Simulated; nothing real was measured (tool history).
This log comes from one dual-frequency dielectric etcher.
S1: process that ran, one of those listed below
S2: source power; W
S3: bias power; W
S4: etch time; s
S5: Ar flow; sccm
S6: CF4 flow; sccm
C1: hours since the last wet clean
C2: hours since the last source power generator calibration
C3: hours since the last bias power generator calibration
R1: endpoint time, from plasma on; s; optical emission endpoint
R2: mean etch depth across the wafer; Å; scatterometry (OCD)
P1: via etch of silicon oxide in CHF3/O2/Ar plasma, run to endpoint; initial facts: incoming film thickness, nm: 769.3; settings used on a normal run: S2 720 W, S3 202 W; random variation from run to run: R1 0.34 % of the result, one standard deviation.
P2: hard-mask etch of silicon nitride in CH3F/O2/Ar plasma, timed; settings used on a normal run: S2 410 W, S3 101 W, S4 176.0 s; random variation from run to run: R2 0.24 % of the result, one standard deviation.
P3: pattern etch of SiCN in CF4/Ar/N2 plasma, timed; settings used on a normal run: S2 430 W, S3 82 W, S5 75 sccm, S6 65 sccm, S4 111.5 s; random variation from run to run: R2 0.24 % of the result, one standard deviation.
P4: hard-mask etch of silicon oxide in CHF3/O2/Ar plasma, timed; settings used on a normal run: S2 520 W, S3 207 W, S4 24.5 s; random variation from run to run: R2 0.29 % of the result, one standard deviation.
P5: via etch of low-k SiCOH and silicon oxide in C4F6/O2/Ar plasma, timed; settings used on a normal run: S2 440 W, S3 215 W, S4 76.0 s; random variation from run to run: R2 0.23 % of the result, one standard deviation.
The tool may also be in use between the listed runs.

{"run": 1, "hour": 7.0, "S1": "P1", "S2": 720, "S3": 202, "C1": 79.8, "C2": 721.1, "C3": 1341.1, "R1": 355.88}
{"run": 2, "hour": 13.3, "S1": "P2", "S2": 410, "S3": 101, "S4": 217.5, "C1": 86.1, "C2": 727.4, "C3": 1347.4, "R2": 1717.6}
{"run": 3, "hour": 20.3, "S1": "P5", "S2": 440, "S3": 262, "S4": 76.0, "C1": 93.1, "C2": 734.4, "C3": 1354.4, "R2": 2586.7}
{"run": 4, "hour": 24.7, "S1": "P5", "S2": 520, "S3": 215, "S4": 76.0, "C1": 97.5, "C2": 738.8, "C3": 1358.8, "R2": 2582.5}
{"run": 5, "hour": 31.7, "S1": "P1", "S2": 910, "S3": 250, "C1": 104.5, "C2": 745.8, "C3": 1365.8, "R1": 302.45}
{"run": 6, "hour": 38.4, "S1": "P4", "S2": 520, "S3": 292, "S4": 24.5, "C1": 111.2, "C2": 752.5, "C3": 1372.5, "R2": 559.28}
{"run": 7, "hour": 43.7, "S1": "P5", "S2": 440, "S3": 215, "S4": 58.5, "C1": 116.5, "C2": 757.8, "C3": 1377.8, "R2": 1865.3}
{"run": 8, "hour": 49.4, "S1": "P4", "S2": 520, "S3": 207, "S4": 24.5, "C1": 122.2, "C2": 763.5, "C3": 1383.5, "R2": 494.32}
{"run": 9, "hour": 55.3, "S1": "P1", "S2": 720, "S3": 157, "C1": 128.1, "C2": 769.4, "C3": 1389.4, "R1": 388.26}
{"run": 10, "hour": 60.8, "S1": "P1", "S2": 720, "S3": 202, "C1": 133.6, "C2": 774.9, "C3": 1394.9, "R1": 357.02}
{"run": 11, "hour": 67.5, "S1": "P1", "S2": 720, "S3": 202, "C1": 140.3, "C2": 781.6, "C3": 1401.6, "R1": 357.13}
{"run": 12, "hour": 72.2, "S1": "P1", "S2": 440, "S3": 202, "C1": 145.0, "C2": 786.3, "C3": 1406.3, "R1": 431.73}
{"run": 13, "hour": 78.5, "S1": "P1", "S2": 960, "S3": 202, "C1": 151.3, "C2": 792.6, "C3": 1412.6, "R1": 319.48}
{"run": 14, "hour": 81.9, "S1": "P3", "S2": 330, "S3": 82, "S4": 111.5, "S5": 75, "S6": 65, "C1": 154.7, "C2": 796.0, "C3": 1416.0, "R2": 757.64}
{"run": 15, "hour": 86.4, "S1": "P3", "S2": 430, "S3": 55, "S4": 111.5, "S5": 75, "S6": 65, "C1": 159.2, "C2": 800.5, "C3": 1420.5, "R2": 832.95}
{"run": 16, "hour": 89.9, "S1": "P1", "S2": 720, "S3": 202, "C1": 162.7, "C2": 804.0, "C3": 1424.0, "R1": 357.42}
{"run": 17, "hour": 93.2, "S1": "P1", "S2": 850, "S3": 148, "C1": 166.0, "C2": 807.3, "C3": 1427.3, "R1": 368.53}
{"run": 18, "hour": 97.0, "S1": "P4", "S2": 690, "S3": 207, "S4": 24.5, "C1": 169.8, "C2": 811.1, "C3": 1431.1, "R2": 551.26}
{"run": 19, "hour": 103.1, "S1": "P3", "S2": 430, "S3": 82, "S4": 111.5, "S5": 75, "S6": 65, "C1": 175.9, "C2": 817.2, "C3": 1437.2, "R2": 958.07}
{"run": 20, "hour": 107.1, "S1": "P2", "S2": 560, "S3": 101, "S4": 176.0, "C1": 179.9, "C2": 821.2, "C3": 1441.2, "R2": 1553.6}
{"run": 21, "hour": 113.9, "S1": "P2", "S2": 410, "S3": 72, "S4": 176.0, "C1": 186.7, "C2": 828.0, "C3": 1448.0, "R2": 1227.8}
{"run": 22, "hour": 120.1, "S1": "P3", "S2": 430, "S3": 82, "S4": 111.5, "S5": 75, "S6": 42, "C1": 192.9, "C2": 834.2, "C3": 1454.2, "R2": 898.78}
{"run": 23, "hour": 123.7, "S1": "P1", "S2": 580, "S3": 268, "C1": 196.5, "C2": 837.8, "C3": 1457.8, "R1": 349.68}
{"run": 24, "hour": 130.8, "S1": "P4", "S2": 520, "S3": 207, "S4": 31.0, "C1": 203.6, "C2": 844.9, "C3": 1464.9, "R2": 625.91}
{"run": 25, "hour": 136.3, "S1": "P5", "S2": 440, "S3": 215, "S4": 76.0, "C1": 209.1, "C2": 850.4, "C3": 1470.4, "R2": 2420.7}
{"run": 26, "hour": 141.9, "S1": "P2", "S2": 410, "S3": 101, "S4": 176.0, "C1": 214.7, "C2": 856.0, "C3": 1476.0, "R2": 1382.1}
{"run": 27, "hour": 146.8, "S1": "P1", "S2": 720, "S3": 202, "C1": 219.6, "C2": 860.9, "C3": 1480.9, "R1": 355.21}
{"run": 28, "hour": 152.4, "S1": "P2", "S2": 410, "S3": 101, "S4": 176.0, "C1": 225.2, "C2": 866.5, "C3": 1486.5, "R2": 1385.1}
{"run": 29, "hour": 156.0, "S1": "P3", "S2": 430, "S3": 82, "S4": 61.5, "S5": 75, "S6": 65, "C1": 228.8, "C2": 870.1, "C3": 1490.1, "R2": 523.97}
{"run": 30, "hour": 159.7, "S1": "P5", "S2": 440, "S3": 215, "S4": 76.0, "C1": 232.5, "C2": 873.8, "C3": 1493.8, "R2": 2422.0}
{"run": 31, "hour": 166.5, "S1": "P3", "S2": 430, "S3": 82, "S4": 111.5, "S5": 93, "S6": 65, "C1": 239.3, "C2": 880.6, "C3": 1500.6, "R2": 926.99}
{"run": 32, "hour": 173.3, "S1": "P1", "S2": 720, "S3": 272, "C1": 246.1, "C2": 887.4, "C3": 1507.4, "R1": 323.07}
{"run": 33, "hour": 177.2, "S1": "P3", "S2": 430, "S3": 82, "S4": 111.5, "S5": 75, "S6": 65, "C1": 250.0, "C2": 891.3, "C3": 1511.3, "R2": 954.51}
{"run": 34, "hour": 181.9, "S1": "P1", "S2": 720, "S3": 202, "C1": 254.7, "C2": 896.0, "C3": 1516.0, "R1": 356.65}
{"run": 35, "hour": 186.3, "S1": "P1", "S2": 720, "S3": 202, "C1": 259.1, "C2": 900.4, "C3": 1520.4, "R1": 358.24}
{"run": 36, "hour": 191.3, "S1": "P1", "S2": 720, "S3": 202, "C1": 264.1, "C2": 905.4, "C3": 1525.4, "R1": 360.29}
{"run": 37, "hour": 196.5, "S1": "P1", "S2": 720, "S3": 202, "C1": 269.3, "C2": 910.6, "C3": 1530.6, "R1": 363.59}
{"hour": 197.5, "done": "wet clean of the chamber"}
{"run": 38, "hour": 201.4, "S1": "P1", "S2": 720, "S3": 202, "C1": 4.0, "C2": 915.5, "C3": 1535.5, "R1": 362.44}
{"run": 39, "hour": 205.2, "S1": "P1", "S2": 720, "S3": 202, "C1": 7.8, "C2": 919.3, "C3": 1539.3, "R1": 361.98}
{"run": 40, "hour": 210.2, "S1": "P1", "S2": 720, "S3": 202, "C1": 12.8, "C2": 924.3, "C3": 1544.3, "R1": 361.56}

What P1 gives has crept off from where it sat before. The 2 causes that follow fit the log equally well, each at the size noted:
A: source power that arrives under what is set, % = 4.34
B: bias power that arrives under what is set, % = 4.88
The drift started at roughly hour 181.9.
Every other cause this tool's parts could produce, and why it does not fit the log:
chamber walls in a state that lowers the etch rate, %: its service at hour 197.5 followed the start of the drift and did not put the process back to its old value

Listed below are the offered check runs, one wafer per run, with question marks in place of results. For which of them would the causes give clearly different outcomes?
{"run": "check 1", "hour": 215.2, "S1": "P5", "S2": 440, "S3": 215, "S4": 76.0, "R2": "?"}
{"run": "check 2", "hour": 215.2, "S1": "P4", "S2": 520, "S3": 207, "S4": 24.5, "R2": "?"}
{"run": "check 3", "hour": 215.2, "S1": "P3", "S2": 430, "S3": 82, "S4": 111.5, "S5": 75, "S6": 65, "R2": "?"}
{"run": "check 4", "hour": 215.2, "S1": "P2", "S2": 410, "S3": 101, "S4": 176.0, "R2": "?"}

Check results expected under each cause:
check=check_1 result=R2 if_A=2377.70 if_B=2379.90
check=check_2 result=R2 if_A=485.86 if_B=485.58
check=check_3 result=R2 if_A=916.69 if_B=936.83
check=check_4 result=R2 if_A=1363.00 if_B=1360.50
Minimum pairwise separation of causes per check, each pair taken at its best-separating result: check 1 0.09 %; check 2 0.06 %; check 3 2.17 %; check 4 0.18 %
The other checks would show nearly matching results whichever cause is true, so check 3 is the only one that separates the causes.

Check 3 was carried out, with these results: R2 912.27 Å. Which of the listed causes is responsible?

A is the cause: source power that arrives under what is set, %.

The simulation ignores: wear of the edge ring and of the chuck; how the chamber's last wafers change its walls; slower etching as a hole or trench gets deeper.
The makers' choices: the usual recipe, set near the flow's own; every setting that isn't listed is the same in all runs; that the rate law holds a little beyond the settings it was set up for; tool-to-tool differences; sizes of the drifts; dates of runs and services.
